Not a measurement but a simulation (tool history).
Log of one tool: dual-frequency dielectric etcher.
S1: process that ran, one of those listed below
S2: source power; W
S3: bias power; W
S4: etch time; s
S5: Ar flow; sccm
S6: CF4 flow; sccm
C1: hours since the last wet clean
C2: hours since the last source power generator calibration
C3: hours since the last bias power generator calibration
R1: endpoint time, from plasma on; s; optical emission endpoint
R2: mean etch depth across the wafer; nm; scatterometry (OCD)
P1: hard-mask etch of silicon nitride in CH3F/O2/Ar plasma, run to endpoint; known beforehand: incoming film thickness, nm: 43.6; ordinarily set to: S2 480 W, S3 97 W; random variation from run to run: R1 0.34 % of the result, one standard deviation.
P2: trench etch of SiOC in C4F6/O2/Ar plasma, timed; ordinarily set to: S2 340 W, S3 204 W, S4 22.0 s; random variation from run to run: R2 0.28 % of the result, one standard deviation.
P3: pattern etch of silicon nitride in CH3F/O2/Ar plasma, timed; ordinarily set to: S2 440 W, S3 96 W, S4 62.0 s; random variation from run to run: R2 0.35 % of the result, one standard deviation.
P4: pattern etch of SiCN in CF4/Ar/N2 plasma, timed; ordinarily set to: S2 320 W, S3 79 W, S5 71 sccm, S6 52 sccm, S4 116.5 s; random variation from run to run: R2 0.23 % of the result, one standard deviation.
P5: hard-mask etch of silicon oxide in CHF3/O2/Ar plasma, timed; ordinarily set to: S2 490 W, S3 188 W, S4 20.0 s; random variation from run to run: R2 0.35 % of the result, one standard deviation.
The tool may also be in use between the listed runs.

{"run": 1, "hour": 9.6, "S1": "P1", "S2": 480, "S3": 97, "C1": 387.4, "C2": 1809.2, "C3": 2336.2, "R1": 53.007}
{"run": 2, "hour": 19.9, "S1": "P5", "S2": 670, "S3": 188, "S4": 20.0, "C1": 397.7, "C2": 1819.5, "C3": 2346.5, "R2": 40.351}
{"run": 3, "hour": 25.4, "S1": "P1", "S2": 590, "S3": 97, "C1": 403.2, "C2": 1825.0, "C3": 2352.0, "R1": 49.368}
{"run": 4, "hour": 35.3, "S1": "P4", "S2": 320, "S3": 79, "S4": 116.5, "S5": 71, "S6": 52, "C1": 413.1, "C2": 1834.9, "C3": 2361.9, "R2": 76.921}
{"run": 5, "hour": 44.7, "S1": "P1", "S2": 300, "S3": 118, "C1": 422.5, "C2": 1844.3, "C3": 2371.3, "R1": 58.764}
{"run": 6, "hour": 54.1, "S1": "P1", "S2": 480, "S3": 80, "C1": 431.9, "C2": 1853.7, "C3": 2380.7, "R1": 56.685}
{"run": 7, "hour": 62.6, "S1": "P1", "S2": 480, "S3": 97, "C1": 440.4, "C2": 1862.2, "C3": 2389.2, "R1": 52.933}
{"run": 8, "hour": 67.7, "S1": "P5", "S2": 490, "S3": 188, "S4": 20.0, "C1": 445.5, "C2": 1867.3, "C3": 2394.3, "R2": 36.042}
{"run": 9, "hour": 74.2, "S1": "P3", "S2": 440, "S3": 96, "S4": 79.5, "C1": 452.0, "C2": 1873.8, "C3": 2400.8, "R2": 62.784}
{"run": 10, "hour": 80.4, "S1": "P2", "S2": 340, "S3": 285, "S4": 22.0, "C1": 458.2, "C2": 1880.0, "C3": 2407.0, "R2": 51.211}
{"run": 11, "hour": 86.2, "S1": "P2", "S2": 470, "S3": 204, "S4": 22.0, "C1": 464.0, "C2": 1885.8, "C3": 2412.8, "R2": 52.287}
{"run": 12, "hour": 94.7, "S1": "P4", "S2": 320, "S3": 79, "S4": 165.5, "S5": 71, "S6": 52, "C1": 472.5, "C2": 1894.3, "C3": 2421.3, "R2": 108.9}
{"run": 13, "hour": 102.7, "S1": "P5", "S2": 490, "S3": 188, "S4": 12.0, "C1": 480.5, "C2": 1902.3, "C3": 2429.3, "R2": 21.476}
{"run": 14, "hour": 109.6, "S1": "P3", "S2": 600, "S3": 96, "S4": 62.0, "C1": 487.4, "C2": 1909.2, "C3": 2436.2, "R2": 55.825}
{"run": 15, "hour": 118.5, "S1": "P3", "S2": 440, "S3": 96, "S4": 62.0, "C1": 496.3, "C2": 1918.1, "C3": 2445.1, "R2": 49.501}
{"run": 16, "hour": 127.6, "S1": "P1", "S2": 340, "S3": 117, "C1": 505.4, "C2": 1927.2, "C3": 2454.2, "R1": 56.606}
{"run": 17, "hour": 137.3, "S1": "P4", "S2": 400, "S3": 79, "S4": 116.5, "S5": 71, "S6": 52, "C1": 515.1, "C2": 1936.9, "C3": 2463.9, "R2": 92.999}
{"run": 18, "hour": 145.7, "S1": "P2", "S2": 340, "S3": 204, "S4": 22.0, "C1": 523.5, "C2": 1945.3, "C3": 2472.3, "R2": 45.872}
{"run": 19, "hour": 151.4, "S1": "P5", "S2": 490, "S3": 111, "S4": 20.0, "C1": 529.2, "C2": 1951.0, "C3": 2478.0, "R2": 30.363}
{"run": 20, "hour": 156.9, "S1": "P2", "S2": 340, "S3": 204, "S4": 16.0, "C1": 534.7, "C2": 1956.5, "C3": 2483.5, "R2": 33.336}
{"run": 21, "hour": 162.5, "S1": "P3", "S2": 440, "S3": 96, "S4": 62.0, "C1": 540.3, "C2": 1962.1, "C3": 2489.1, "R2": 49.614}
{"run": 22, "hour": 167.7, "S1": "P1", "S2": 480, "S3": 97, "C1": 545.5, "C2": 1967.3, "C3": 2494.3, "R1": 52.991}
{"run": 23, "hour": 176.8, "S1": "P2", "S2": 340, "S3": 204, "S4": 22.0, "C1": 554.6, "C2": 1976.4, "C3": 2503.4, "R2": 45.867}
{"run": 24, "hour": 186.9, "S1": "P1", "S2": 480, "S3": 97, "C1": 564.7, "C2": 1986.5, "C3": 2513.5, "R1": 53.264}
{"run": 25, "hour": 191.7, "S1": "P1", "S2": 480, "S3": 117, "C1": 569.5, "C2": 1991.3, "C3": 2518.3, "R1": 50.219}
{"run": 26, "hour": 197.9, "S1": "P4", "S2": 320, "S3": 95, "S4": 116.5, "S5": 71, "S6": 52, "C1": 575.7, "C2": 1997.5, "C3": 2524.5, "R2": 81.846}
{"run": 27, "hour": 205.1, "S1": "P4", "S2": 320, "S3": 79, "S4": 116.5, "S5": 46, "S6": 52, "C1": 582.9, "C2": 2004.7, "C3": 2531.7, "R2": 81.199}
{"run": 28, "hour": 213.0, "S1": "P4", "S2": 320, "S3": 79, "S4": 116.5, "S5": 71, "S6": 33, "C1": 590.8, "C2": 2012.6, "C3": 2539.6, "R2": 71.809}
{"run": 29, "hour": 218.5, "S1": "P1", "S2": 370, "S3": 97, "C1": 596.3, "C2": 2018.1, "C3": 2545.1, "R1": 58.646}
{"run": 30, "hour": 224.7, "S1": "P3", "S2": 440, "S3": 126, "S4": 62.0, "C1": 602.5, "C2": 2024.3, "C3": 2551.3, "R2": 54.756}
{"run": 31, "hour": 231.0, "S1": "P1", "S2": 480, "S3": 97, "C1": 608.8, "C2": 2030.6, "C3": 2557.6, "R1": 53.124}
{"run": 32, "hour": 237.4, "S1": "P1", "S2": 480, "S3": 97, "C1": 615.2, "C2": 2037.0, "C3": 2564.0, "R1": 52.888}
{"run": 33, "hour": 246.9, "S1": "P1", "S2": 480, "S3": 97, "C1": 624.7, "C2": 2046.5, "C3": 2573.5, "R1": 52.552}
{"run": 34, "hour": 256.1, "S1": "P1", "S2": 480, "S3": 97, "C1": 633.9, "C2": 2055.7, "C3": 2582.7, "R1": 52.661}

The next listed run, before its measurement:
{"run": 35, "hour": 263.1, "S1": "P1", "S2": 480, "S3": 97, "C1": 640.9, "C2": 2062.7, "C3": 2589.7, "R1": "?"}

{"run 35": {"R1": 52.38}}
